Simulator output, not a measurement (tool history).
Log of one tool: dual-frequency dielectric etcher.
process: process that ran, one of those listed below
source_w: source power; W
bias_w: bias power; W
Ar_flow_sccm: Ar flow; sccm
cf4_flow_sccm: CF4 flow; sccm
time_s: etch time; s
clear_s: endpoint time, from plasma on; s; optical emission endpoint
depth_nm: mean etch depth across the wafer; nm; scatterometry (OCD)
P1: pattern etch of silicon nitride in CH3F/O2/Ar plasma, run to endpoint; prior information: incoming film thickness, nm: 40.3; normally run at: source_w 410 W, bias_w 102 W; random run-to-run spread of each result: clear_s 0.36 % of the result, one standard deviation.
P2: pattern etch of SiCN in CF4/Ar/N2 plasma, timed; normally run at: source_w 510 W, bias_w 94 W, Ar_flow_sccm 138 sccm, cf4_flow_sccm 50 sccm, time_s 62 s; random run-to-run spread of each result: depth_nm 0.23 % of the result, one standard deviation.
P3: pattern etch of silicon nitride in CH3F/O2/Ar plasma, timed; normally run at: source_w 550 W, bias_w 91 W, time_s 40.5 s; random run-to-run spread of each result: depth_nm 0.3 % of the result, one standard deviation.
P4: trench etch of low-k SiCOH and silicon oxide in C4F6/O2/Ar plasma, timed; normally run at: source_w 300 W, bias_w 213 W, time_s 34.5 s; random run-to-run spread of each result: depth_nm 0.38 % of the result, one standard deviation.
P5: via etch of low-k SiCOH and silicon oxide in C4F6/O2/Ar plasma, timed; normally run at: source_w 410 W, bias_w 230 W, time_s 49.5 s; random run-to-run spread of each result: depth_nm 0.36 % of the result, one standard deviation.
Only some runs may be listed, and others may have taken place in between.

run,hour,process,source_w,bias_w,Ar_flow_sccm,cf4_flow_sccm,time_s,clear_s,depth_nm
1,8.9,P1,410,102,,,,49.997,
2,17.6,P1,410,70,,,,57.082,
3,28.9,P1,560,102,,,,44.154,
4,35.3,P2,510,94,138,31,62,,53.821
5,46.1,P5,410,159,,,49.5,,135.28
6,57.7,P2,510,94,177,50,62,,55.713
7,65.1,P1,320,102,,,,54.994,
8,73.2,P5,540,230,,,49.5,,169.41
9,85.2,P1,410,128,,,,45.854,
10,94.5,P3,410,91,,,40.5,,30.796
11,106.7,P1,410,102,,,,49.822,
12,116.6,P3,550,91,,,53,,45.362
13,125.3,P4,300,213,,,34.5,,104.89
14,132.3,P5,410,230,,,49.5,,152.61
15,138.4,P1,410,102,,,,49.975,
16,149.8,P4,300,213,,,52,,157.99
17,161.1,P1,410,102,,,,50.02,
18,170.1,P1,410,102,,,,50.01,
19,176.6,P2,510,61,138,50,62,,49.106
20,186.5,P3,550,116,,,40.5,,37.543
21,191.8,P4,300,129,,,34.5,,89.601
22,197.8,P2,610,94,138,50,62,,67.459
23,203.6,P1,410,102,,,,50.208,
24,211.2,P4,400,213,,,34.5,,117.66
25,216.7,P1,410,102,,,,50.367,
26,224.4,P5,410,230,,,32,,98.595
27,231,P1,490,127,,,,43.046,
28,238.7,P3,550,91,,,40.5,,34.394
29,250.9,P2,510,94,138,50,41,,38.326
30,257.9,P2,510,94,138,50,62,,57.946
31,264.1,P1,530,83,,,,49.06,
32,274.1,P1,410,102,,,,49.981,
33,284.2,P1,410,102,,,,49.547,
34,293.1,P1,410,102,,,,49.572,
35,302.1,P1,410,102,,,,49.029,
36,310.1,P1,410,102,,,,49.213,
# hour 322.6: wet clean of the chamber
37,322.6,P1,410,102,,,,49.049,
38,329.7,P1,410,102,,,,49.357,
39,339.4,P1,410,102,,,,49.34,
40,344.9,P1,410,102,,,,49.182,
41,351.1,P1,410,102,,,,49.51,
42,357.2,P1,410,102,,,,49.104,

Something has made what P1 gives creep away from where it was; the 2 causes below, each at its own stated size, fit the log equally well:
A: bias power that arrives over what is set, % = 4.97
B: source power that arrives over what is set, % = 4.93
The process output started creeping at around hour 274.1.
The rest of the possible causes, and what rules out each one:
chamber walls in a state that raises the etch rate, %: maintenance at hour 322.6, after the shift began, did not return the process to its former output

Of the 4 check runs listed below, each run on one wafer and each result written as a question mark, which would let you distinguish the listed causes because they would give clearly different results?
check 1,363.3,P3,460,113,,,40.5,,?
check 2,363.3,P4,300,129,,,51.5,,?
check 3,363.3,P5,410,179,,,49.5,,?
check 4,363.3,P2,510,94,138,43,62,,?

Check results expected under each cause:
check,result,if A,if B
check 1,depth_nm,35.461,35.452
check 2,depth_nm,135.26,135.85
check 3,depth_nm,142.52,143.01
check 4,depth_nm,57.687,58.934
Smallest distance between any two causes, each pair judged by its most separating result, in per cent: check 1 0.03 %; check 2 0.44 %; check 3 0.34 %; check 4 2.14 %
Of the check runs offered, only check 4 discriminates between the causes; the rest would read about the same regardless of which cause applies.

Check 4 was carried out, with these results: depth_nm 57.754 nm. Which of the listed causes is responsible?

Of the candidate causes, it is A: bias power that arrives over what is set, %.
